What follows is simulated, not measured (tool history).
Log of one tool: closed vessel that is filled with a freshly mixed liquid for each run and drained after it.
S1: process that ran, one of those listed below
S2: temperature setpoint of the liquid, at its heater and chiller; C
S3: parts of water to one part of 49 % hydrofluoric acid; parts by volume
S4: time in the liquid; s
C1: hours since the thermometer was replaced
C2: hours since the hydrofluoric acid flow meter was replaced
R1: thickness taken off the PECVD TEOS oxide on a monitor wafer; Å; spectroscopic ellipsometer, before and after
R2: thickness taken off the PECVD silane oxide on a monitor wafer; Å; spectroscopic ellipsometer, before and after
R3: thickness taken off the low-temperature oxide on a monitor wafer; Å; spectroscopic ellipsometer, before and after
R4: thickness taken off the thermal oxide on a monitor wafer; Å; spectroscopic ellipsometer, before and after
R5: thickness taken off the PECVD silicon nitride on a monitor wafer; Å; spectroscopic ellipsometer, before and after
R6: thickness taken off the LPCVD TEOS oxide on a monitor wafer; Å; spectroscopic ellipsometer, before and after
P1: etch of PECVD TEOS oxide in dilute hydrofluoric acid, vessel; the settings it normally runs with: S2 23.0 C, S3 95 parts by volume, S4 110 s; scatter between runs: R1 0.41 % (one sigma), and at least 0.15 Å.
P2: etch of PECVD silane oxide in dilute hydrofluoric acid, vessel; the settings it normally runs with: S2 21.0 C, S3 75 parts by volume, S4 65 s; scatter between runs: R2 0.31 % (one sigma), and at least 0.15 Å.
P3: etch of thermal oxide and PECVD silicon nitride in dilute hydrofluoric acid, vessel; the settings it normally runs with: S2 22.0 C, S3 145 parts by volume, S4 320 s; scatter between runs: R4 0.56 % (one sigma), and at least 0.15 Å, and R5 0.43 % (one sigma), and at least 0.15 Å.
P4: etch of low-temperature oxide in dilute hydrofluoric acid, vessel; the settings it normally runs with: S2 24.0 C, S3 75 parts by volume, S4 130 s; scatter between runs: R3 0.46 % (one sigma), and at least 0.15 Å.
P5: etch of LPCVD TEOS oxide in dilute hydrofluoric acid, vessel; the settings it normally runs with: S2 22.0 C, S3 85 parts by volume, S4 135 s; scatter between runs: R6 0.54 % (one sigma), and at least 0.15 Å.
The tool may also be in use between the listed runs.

Run 1, day 0.579: S1 P1, S2 23.0 C, S3 95 parts by volume, S4 110 s; C1 772.9; C2 285.0. Result: R1 315.330 Å.
Run 2, day 1.262: S1 P2, S2 21.0 C, S3 75 parts by volume, S4 65 s; C1 789.3; C2 301.4. Result: R2 256.68 Å.
Run 3, day 1.696: S1 P4, S2 24.0 C, S3 20 parts by volume, S4 130 s; C1 799.7; C2 311.8. Result: R3 1693.60 Å.
Run 4, day 2.008: S1 P2, S2 21.0 C, S3 75 parts by volume, S4 65 s; C1 807.2; C2 319.3. Result: R2 257.74 Å.
Run 5, day 2.721: S1 P3, S2 22.0 C, S3 200 parts by volume, S4 320 s; C1 824.3; C2 336.4. Result: R4 61.545 Å, R5 78.290 Å.
Run 6, day 3.150: S1 P5, S2 28.0 C, S3 85 parts by volume, S4 135 s; C1 834.6; C2 346.7. Result: R6 316.45 Å.
Run 7, day 3.871: S1 P1, S2 23.0 C, S3 145 parts by volume, S4 110 s; C1 851.9; C2 364.0. Result: R1 194.720 Å.
Run 8, day 4.358: S1 P1, S2 23.0 C, S3 95 parts by volume, S4 110 s; C1 863.6; C2 375.7. Result: R1 313.820 Å.
Run 9, day 5.000: S1 P1, S2 23.0 C, S3 95 parts by volume, S4 110 s; C1 879.0; C2 391.1. Result: R1 318.350 Å.
Run 10, day 5.508: S1 P5, S2 22.0 C, S3 130 parts by volume, S4 135 s; C1 891.2; C2 403.3. Result: R6 156.41 Å.
Run 11, day 6.004: S1 P2, S2 29.0 C, S3 75 parts by volume, S4 65 s; C1 903.1; C2 415.2. Result: R2 355.04 Å.
Run 12, day 6.533: S1 P1, S2 19.0 C, S3 95 parts by volume, S4 110 s; C1 915.8; C2 427.9. Result: R1 266.550 Å.
Run 13, day 7.050: S1 P3, S2 22.0 C, S3 145 parts by volume, S4 320 s; C1 928.2; C2 440.3. Result: R4 90.108 Å, R5 108.080 Å.
Run 14, day 7.379: S1 P4, S2 24.0 C, S3 75 parts by volume, S4 50 s; C1 936.1; C2 448.2. Result: R3 161.30 Å.
Run 15, day 7.929: S1 P1, S2 28.5 C, S3 95 parts by volume, S4 35 s; C1 949.3; C2 461.4. Result: R1 123.970 Å.
Run 16, day 8.592: S1 P2, S2 21.0 C, S3 30 parts by volume, S4 65 s; C1 965.2; C2 477.3. Result: R2 680.21 Å.
Run 17, day 9.188: S1 P3, S2 22.0 C, S3 145 parts by volume, S4 80 s; C1 979.5; C2 491.6. Result: R4 21.840 Å, R5 26.778 Å.
Run 18, day 9.650: S1 P2, S2 21.0 C, S3 75 parts by volume, S4 30 s; C1 990.6; C2 502.7. Result: R2 118.61 Å.
Run 19, day 10.171: S1 P1, S2 23.0 C, S3 95 parts by volume, S4 110 s; C1 1003.1; C2 515.2. Result: R1 315.820 Å.
Run 20, day 10.546: S1 P1, S2 23.0 C, S3 95 parts by volume, S4 110 s; C1 1012.1; C2 524.2. Result: R1 314.750 Å.
Run 21, day 10.883: S1 P1, S2 23.0 C, S3 95 parts by volume, S4 110 s; C1 1020.2; C2 532.3. Result: R1 313.570 Å.
Run 22, day 11.508: S1 P4, S2 24.0 C, S3 75 parts by volume, S4 130 s; C1 1035.2; C2 547.3. Result: R3 422.16 Å.
Run 23, day 12.167: S1 P4, S2 30.5 C, S3 75 parts by volume, S4 130 s; C1 1051.0; C2 563.1. Result: R3 538.94 Å.
Run 24, day 12.858: S1 P5, S2 22.0 C, S3 85 parts by volume, S4 135 s; C1 1067.6; C2 579.7. Result: R6 251.35 Å.
Run 25, day 13.221: S1 P4, S2 24.0 C, S3 75 parts by volume, S4 130 s; C1 1076.3; C2 588.4. Result: R3 417.51 Å.
Run 26, day 13.771: S1 P1, S2 29.0 C, S3 95 parts by volume, S4 110 s; C1 1089.5; C2 601.6. Result: R1 396.240 Å.
Run 27, day 14.192: S1 P3, S2 26.5 C, S3 145 parts by volume, S4 320 s; C1 1099.6; C2 611.7. Result: R4 106.430 Å, R5 145.660 Å.
Run 28, day 14.804: S1 P1, S2 17.0 C, S3 95 parts by volume, S4 155 s; C1 1114.3; C2 626.4. Result: R1 346.060 Å.
Run 29, day 15.258: S1 P1, S2 23.0 C, S3 95 parts by volume, S4 30 s; C1 1125.2; C2 637.3. Result: R1 86.179 Å.
Run 30, day 15.846: S1 P5, S2 22.0 C, S3 85 parts by volume, S4 245 s; C1 1139.3; C2 651.4. Result: R6 457.45 Å.
Run 31, day 16.292: S1 P3, S2 22.0 C, S3 145 parts by volume, S4 320 s; C1 1150.0; C2 662.1. Result: R4 89.569 Å, R5 108.560 Å.
Run 32, day 16.617: S1 P1, S2 23.0 C, S3 95 parts by volume, S4 175 s; C1 1157.8; C2 669.9. Result: R1 502.950 Å.
Run 33, day 16.996: S1 P5, S2 22.0 C, S3 85 parts by volume, S4 135 s; C1 1166.9; C2 679.0. Result: R6 251.60 Å.
Run 34, day 17.446: S1 P1, S2 23.0 C, S3 50 parts by volume, S4 110 s; C1 1177.7; C2 689.8. Result: R1 634.270 Å.

Expected results for the next run?
Run 35, day 17.808: S1 P1, S2 23.0 C, S3 95 parts by volume, S4 110 s; C1 1186.4; C2 698.5. Result: R1 ?.

R1: 316.450 Å
